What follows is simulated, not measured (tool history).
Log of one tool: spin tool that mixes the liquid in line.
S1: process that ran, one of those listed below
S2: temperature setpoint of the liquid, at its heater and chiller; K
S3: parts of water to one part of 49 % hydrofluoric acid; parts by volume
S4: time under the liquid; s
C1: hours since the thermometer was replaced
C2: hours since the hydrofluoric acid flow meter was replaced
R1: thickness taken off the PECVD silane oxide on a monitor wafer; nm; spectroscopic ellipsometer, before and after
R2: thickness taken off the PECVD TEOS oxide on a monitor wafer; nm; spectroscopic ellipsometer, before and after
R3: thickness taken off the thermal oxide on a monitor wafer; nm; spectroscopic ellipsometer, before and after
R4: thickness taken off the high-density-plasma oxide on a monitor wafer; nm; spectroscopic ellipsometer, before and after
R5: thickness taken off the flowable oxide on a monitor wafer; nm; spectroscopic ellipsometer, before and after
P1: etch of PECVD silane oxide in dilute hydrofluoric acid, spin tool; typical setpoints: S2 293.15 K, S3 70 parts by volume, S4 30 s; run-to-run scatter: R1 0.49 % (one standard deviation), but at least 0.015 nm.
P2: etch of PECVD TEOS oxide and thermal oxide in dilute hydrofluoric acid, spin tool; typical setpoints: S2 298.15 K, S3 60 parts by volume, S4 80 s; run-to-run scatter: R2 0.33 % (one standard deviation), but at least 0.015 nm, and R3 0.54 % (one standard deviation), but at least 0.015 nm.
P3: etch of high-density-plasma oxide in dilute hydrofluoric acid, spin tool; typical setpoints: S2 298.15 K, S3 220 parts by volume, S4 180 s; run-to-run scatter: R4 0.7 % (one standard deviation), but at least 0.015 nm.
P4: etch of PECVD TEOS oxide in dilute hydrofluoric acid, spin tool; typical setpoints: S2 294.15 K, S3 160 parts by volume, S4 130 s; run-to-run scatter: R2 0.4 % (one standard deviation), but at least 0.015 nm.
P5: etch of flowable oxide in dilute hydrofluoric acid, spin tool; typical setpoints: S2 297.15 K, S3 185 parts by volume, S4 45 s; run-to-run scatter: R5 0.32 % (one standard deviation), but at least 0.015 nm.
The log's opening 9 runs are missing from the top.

run	hour	S1	S2	S3	S4	C1	C2	R1	R2	R3	R4	R5
10	127.2	P5	297.15	50	45	845.5	1741					66.392
11	144.3	P1	293.15	70	30	862.6	1758.1	9.679				
12	157.2	P2	298.15	20	80	875.5	1771		57.858	22.208		
13	169.3	P5	297.15	185	45	887.6	1783.1					15.322
14	186.6	P2	305.15	60	80	904.9	1800.4		24.036	9.2632		
15	201.1	P3	298.15	220	180	919.4	1814.9				3.9166	
16	213.3	P5	290.65	185	45	931.6	1827.1					11.89
17	224.1	P1	290.15	70	30	942.4	1837.9	8.573				
18	238.1	P4	294.15	35	130	956.4	1851.9		32.327			
19	252.5	P1	293.15	70	30	970.8	1866.3	9.7745				
20	261.1	P4	294.15	160	220	979.4	1874.9		10.424			
21	271.9	P1	293.15	70	15	990.2	1885.7	4.8284				
22	282.2	P1	293.15	70	30	1000.5	1896	9.7775				
23	297.8	P1	293.15	70	60	1016.1	1911.6	19.42				
24	309.9	P2	298.15	60	80	1028.2	1923.7		18.201	6.9954		
25	326.2	P1	293.15	35	30	1044.5	1940	20.217				
26	340.5	P1	298.65	70	30	1058.8	1954.3	12.13				
# hour 342.5: thermometer replaced
27	356.2	P3	298.15	220	265	13.7	1970				5.6925	
28	366.7	P2	298.15	60	80	24.2	1980.5		18.288	6.986		
29	381.3	P3	298.15	220	180	38.8	1995.1				3.9149	
30	389.3	P4	301.65	160	130	46.8	2003.1		8.1732			
31	402.5	P1	293.15	70	30	60	2016.3	9.726				
32	412.3	P1	293.15	70	30	69.8	2026.1	9.9761				
33	420.2	P1	293.15	70	30	77.7	2034	10.051				

The next listed run, before its measurement:
34	435.9	P1	293.15	70	30	93.4	2049.7	?				

{"run 34": {"R1": 10.192}}
